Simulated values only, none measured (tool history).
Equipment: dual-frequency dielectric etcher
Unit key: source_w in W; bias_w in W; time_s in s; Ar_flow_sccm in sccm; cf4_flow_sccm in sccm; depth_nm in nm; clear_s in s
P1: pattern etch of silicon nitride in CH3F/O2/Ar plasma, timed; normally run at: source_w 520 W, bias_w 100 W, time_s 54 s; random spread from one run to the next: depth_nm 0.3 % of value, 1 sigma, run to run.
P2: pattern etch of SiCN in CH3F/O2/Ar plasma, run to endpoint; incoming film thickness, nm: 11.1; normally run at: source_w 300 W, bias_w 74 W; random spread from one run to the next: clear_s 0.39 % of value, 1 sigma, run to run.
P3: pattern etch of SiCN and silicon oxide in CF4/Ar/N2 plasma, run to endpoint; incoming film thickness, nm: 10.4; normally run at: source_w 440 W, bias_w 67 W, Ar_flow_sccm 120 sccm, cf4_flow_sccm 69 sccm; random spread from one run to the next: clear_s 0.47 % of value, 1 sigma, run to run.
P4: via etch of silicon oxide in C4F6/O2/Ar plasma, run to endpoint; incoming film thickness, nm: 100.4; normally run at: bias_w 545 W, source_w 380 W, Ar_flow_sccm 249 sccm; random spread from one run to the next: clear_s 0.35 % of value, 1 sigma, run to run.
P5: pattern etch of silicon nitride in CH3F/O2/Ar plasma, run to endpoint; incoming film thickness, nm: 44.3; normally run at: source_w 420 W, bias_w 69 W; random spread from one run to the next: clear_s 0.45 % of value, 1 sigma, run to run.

run     day  process  source_w  bias_w  time_s  Ar_flow_sccm  cf4_flow_sccm  hours since the last wet clean  hours since the last source power generator calibration  hours since the last bias power generator calibration  depth_nm  clear_s
  1    0.45       P1       520     100      54                                                        409.7                                                   2047.7                                                    326    46.753
  2   0.812       P1       520     100      54                                                        418.4                                                   2056.4                                                  334.7    46.639
  3   1.246       P1       520     100      54                                                        428.8                                                   2066.8                                                  345.1    46.667
  4   1.667       P5       420      69                                                                438.9                                                   2076.9                                                  355.2             65.057
  5   2.062       P1       660     100      54                                                        448.4                                                   2086.4                                                  364.7        51
  6   2.438       P1       520     125      54                                                        457.4                                                   2095.4                                                  373.7     50.96
  7   2.892       P4       380     545                   249                                          468.3                                                   2106.3                                                  384.6             21.606
      3.083  -- source power generator calibrated
  8   3.121       P1       420     100      69                                                        473.8                                                      0.9                                                  390.1    55.244
  9   3.488       P3       440      67                   120             84                           482.6                                                      9.7                                                  398.9             12.067
 10   3.842       P3       440      67                    72             69                           491.1                                                     18.2                                                  407.4             11.583
 11   4.283       P3       440      89                   120             69                           501.7                                                     28.8                                                    418             11.241
 12   4.542       P2       300      46                                                                507.9                                                       35                                                  424.2             37.149
 13    4.85       P1       520     100    29.5                                                        515.3                                                     42.4                                                  431.6    25.675
 14   5.312       P1       520      75      54                                                        526.4                                                     53.5                                                  442.7    42.427
 15   5.729       P5       420      69                                                                536.4                                                     63.5                                                  452.7             65.101
 16   5.988       P4       380     545                   249                                          542.6                                                     69.7                                                  458.9             21.489
 17   6.396       P4       480     545                   249                                          552.4                                                     79.5                                                  468.7             19.804
 18   6.754       P3       290      67                   120             69                             561                                                     88.1                                                  477.3             18.008
 19   7.021       P4       380     736                   249                                          567.4                                                     94.5                                                  483.7             19.361
 20   7.325       P2       300      74                                                                574.7                                                    101.8                                                    491              31.36
 21   7.708       P1       520     100      54                                                        583.9                                                      111                                                  500.2    46.836
 22   8.012       P1       520      62    29.5                                                        591.2                                                    118.3                                                  507.5    21.656
 23   8.254       P1       520     100      68                                                          597                                                    124.1                                                  513.3    58.937
 24   8.458       P1       710     100      78                                                        601.9                                                      129                                                  518.2    75.728
 25   8.883       P4       380     545                   163                                          612.1                                                    139.2                                                  528.4             20.684
 26   9.108       P5       330      69                                                                617.5                                                    144.6                                                  533.8             71.241
 27    9.45       P2       430      74                                                                625.7                                                    152.8                                                    542              27.48
 28   9.729       P3       440      67                   120             69                           632.4                                                    159.5                                                  548.7             12.521
 29  10.092       P1       380     100      54                                                        641.1                                                    168.2                                                  557.4    41.358
 30  10.342       P5       420      95                                                                647.1                                                    174.2                                                  563.4             58.133
 31  10.583       P1       520     100      54                                                        652.9                                                      180                                                  569.2    46.922
 32  10.958       P1       520     100      54                                                        661.9                                                      189                                                  578.2    47.295
 33  11.225       P1       520     100      54                                                        668.3                                                    195.4                                                  584.6      47.2
 34  11.492       P1       520     100      54                                                        674.7                                                    201.8                                                    591    47.332
 35  11.758       P1       520     100      54                                                        681.1                                                    208.2                                                  597.4    47.565
      11.85  -- wet clean of the chamber
 36  12.221       P1       520     100      54                                                            9                                                    219.3                                                  608.5    47.412
 37   12.45       P1       520     100      54                                                         14.5                                                    224.8                                                    614    47.633
 38  12.821       P1       520     100      54                                                         23.4                                                    233.7                                                  622.9    47.478
 39   13.15       P1       520     100      54                                                         31.3                                                    241.6                                                  630.8    47.691

P1 has crept away from where it was. The log is fitted equally well by each of these 2 causes, at the sizes shown:
A: source power that arrives over what is set, % = 4.19
B: bias power that arrives over what is set, % = 4.33
The drift started at roughly day 10.583.
Excluded causes, each with its reason:
chamber walls in a state that raises the etch rate, %: maintenance at day 11.85, after the shift began, did not return the process to its former output

Which of the check runs below tells the causes apart, meaning the causes would give it clearly different results? Each run uses 3 wafers whose results are averaged, and each result is shown as a question mark.
check 1  13.479       P3       290      67                   120             69                                                                                                                                                                  ?
check 2  13.479       P5       420      95                                                                                                                                                                                                       ?
check 3  13.479       P4       380     669                   179                                                                                                                                                                                 ?
check 4  13.479       P2       400      56                                                                                                                                                                                                       ?

What every check run would give for each of its results, assuming each possible cause in turn:
  check   result    if A    if B
check 1  clear_s  17.314  17.681
check 2  clear_s  57.374   57.37
check 3  clear_s  18.978  18.948
check 4  clear_s  30.583  30.629
How far apart the two closest causes lie, in the result that separates them most: check 1 2.1 %; check 2 0.01 %; check 3 0.16 %; check 4 0.15 %
Check 1 is the one run that separates the causes; every other check would come out nearly the same whichever cause is at work.

Running check 1 produced the following: clear_s 17.33 s. Which one of the listed causes fits?

It was cause A: source power that arrives over what is set, %.
